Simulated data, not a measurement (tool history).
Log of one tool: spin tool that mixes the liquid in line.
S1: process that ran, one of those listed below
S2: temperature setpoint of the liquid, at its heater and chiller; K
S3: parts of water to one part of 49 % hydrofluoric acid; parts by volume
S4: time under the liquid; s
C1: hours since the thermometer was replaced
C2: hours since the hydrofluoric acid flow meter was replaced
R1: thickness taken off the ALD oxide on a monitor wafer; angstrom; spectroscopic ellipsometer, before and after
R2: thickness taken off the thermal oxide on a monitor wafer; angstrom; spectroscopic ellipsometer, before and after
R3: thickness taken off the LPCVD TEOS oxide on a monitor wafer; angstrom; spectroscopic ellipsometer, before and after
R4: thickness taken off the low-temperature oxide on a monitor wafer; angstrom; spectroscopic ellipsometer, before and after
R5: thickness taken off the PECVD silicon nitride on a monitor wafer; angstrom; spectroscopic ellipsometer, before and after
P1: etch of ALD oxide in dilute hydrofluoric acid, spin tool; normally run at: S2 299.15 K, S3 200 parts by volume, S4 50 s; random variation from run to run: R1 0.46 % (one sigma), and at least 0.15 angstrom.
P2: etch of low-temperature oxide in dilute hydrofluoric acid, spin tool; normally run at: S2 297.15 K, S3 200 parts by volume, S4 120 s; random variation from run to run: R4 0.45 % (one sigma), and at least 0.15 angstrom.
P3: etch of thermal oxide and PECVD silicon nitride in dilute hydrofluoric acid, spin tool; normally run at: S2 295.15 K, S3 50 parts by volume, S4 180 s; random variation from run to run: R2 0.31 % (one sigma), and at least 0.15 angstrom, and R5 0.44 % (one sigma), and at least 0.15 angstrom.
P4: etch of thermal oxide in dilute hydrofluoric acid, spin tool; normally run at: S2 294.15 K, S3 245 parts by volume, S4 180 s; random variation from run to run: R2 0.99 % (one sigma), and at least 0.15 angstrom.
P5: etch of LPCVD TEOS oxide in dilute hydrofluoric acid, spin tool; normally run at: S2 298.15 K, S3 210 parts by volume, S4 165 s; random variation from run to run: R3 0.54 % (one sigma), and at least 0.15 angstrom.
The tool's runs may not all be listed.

run     day  S1      S2   S3   S4     C1      C2      R1      R2      R3      R4      R5
  1   0.621  P1  299.15  200   50  267.8   671.5  49.223
  2   1.221  P4  294.15  370  180  282.2   685.9          15.688
  3   1.896  P5  293.15  210  165  298.4   702.1                  126.73
  4   2.262  P1  299.15  120   50  307.2   710.9  91.198
  5   2.983  P1  305.15  200   90  324.5   728.2  110.07
  6   3.642  P2  297.15  315  120  340.3     744                           97.55
  7   4.088  P2  302.15  200  120    351   754.7                          206.64
  8   4.829  P5  298.15  345  165  368.8   772.5                  80.988
  9   5.579  P2  297.15  200  120  386.8   790.5                          174.96
 10   6.242  P1  299.15  200   15  402.7   806.4   15.09
 11   6.858  P1  299.15  200   85  417.5   821.2  84.448
 12   7.317  P4  290.15  245  180  428.5   832.2          23.084
 13   7.804  P1  299.15  200   50  440.2   843.9  50.022
 14   8.138  P3  295.15   50  180  448.2   851.9           167.9                  105.81
 15   8.696  P5  298.15  210  165  461.6   865.3                  151.24
 16   9.338  P3  295.15   80  180    477   880.7          100.67                  66.932
 17   9.812  P1  299.15  290   95  488.4   892.1  59.441
 18  10.417  P1  295.65  200   50  502.9   906.6  43.618
 19  10.829  P4  294.15  245  180  512.8   916.5          26.285
 20  11.175  P1  299.15  280   50  521.1   924.8  32.391
 21  11.762  P2  297.15  200  230  535.2   938.9                          335.45
 22  12.192  P1  304.65  315   50  545.5   949.2   33.34
 23  12.875  P1  299.15  200   50  561.9   965.6  50.054
 24  13.262  P4  294.15  245  300  571.2   974.9          44.351
 25      14  P3  295.15   50   85  588.9   992.6          79.526                  50.458
 26  14.596  P2  297.15  200  120  603.2  1006.9                          173.64
 27  15.175  P1  299.15  200   50  617.1  1020.8  49.947
 28  15.658  P1  306.65  200   50  628.7  1032.4  65.157
 29  16.325  P1  299.15  200   50  644.7  1048.4  49.539
 30  16.975  P3  295.15   50  180  660.3    1064          167.14                   105.7
 31  17.588  P3  290.15   50  180    675  1078.7          135.08                  74.769
 32  18.229  P4  294.15  245  180  690.4  1094.1          26.749
 33  18.804  P5  298.15  210   50  704.2  1107.9                  45.684
 34  19.212  P1  299.15  200   50    714  1117.7  49.873
 35  19.696  P1  299.15  200   50  725.6  1129.3  48.635
 36    20.1  P1  299.15  200   50  735.3    1139  47.984
 37  20.504  P1  299.15  200   50    745  1148.7  47.457
 38  21.167  P1  299.15  200   50  760.9  1164.6  47.332
 39  21.608  P1  299.15  200   50  771.5  1175.2  46.795
 40  22.117  P1  299.15  200   50  783.7  1187.4  47.044
 41  22.625  P1  299.15  200   50  795.9  1199.6  46.705

What P1 gives has crept away from where it was. These 2 causes fit the log equally well, each at the size given:
A: hydrofluoric acid flow below the setpoint (%) = 4.62
B: liquid colder than its thermometer reads (K) = 1.6
The creep began at about day 19.212.

4 check runs are offered, one wafer each, their results left as question marks. Which one tells the causes apart?
check 1  23.133  P4  290.15  360  180               ?
check 2  23.133  P5  298.15  340   70                   ?
check 3  23.133  P2  297.15  290  120                       ?
check 4  23.133  P3  291.15   50  110               ?           ?

What each check would give under each cause:
  check  result    if A    if B
check 1      R2  13.376  13.398
check 2      R3  32.749  33.039
check 3      R4  102.76  103.22
check 4      R2  82.162   80.58
check 4      R5  47.005  43.929
How far apart the two closest causes lie, in the result that separates them most: check 1 0.17 %; check 2 0.88 %; check 3 0.46 %; check 4 6.77 %
Check 4 tells the causes apart: in the others they would give nearly the same result.

Check 4 was then run and gave: R2 80.055 angstrom; R5 43.897 angstrom. Which cause is it?

It is B: liquid colder than its thermometer reads (K).

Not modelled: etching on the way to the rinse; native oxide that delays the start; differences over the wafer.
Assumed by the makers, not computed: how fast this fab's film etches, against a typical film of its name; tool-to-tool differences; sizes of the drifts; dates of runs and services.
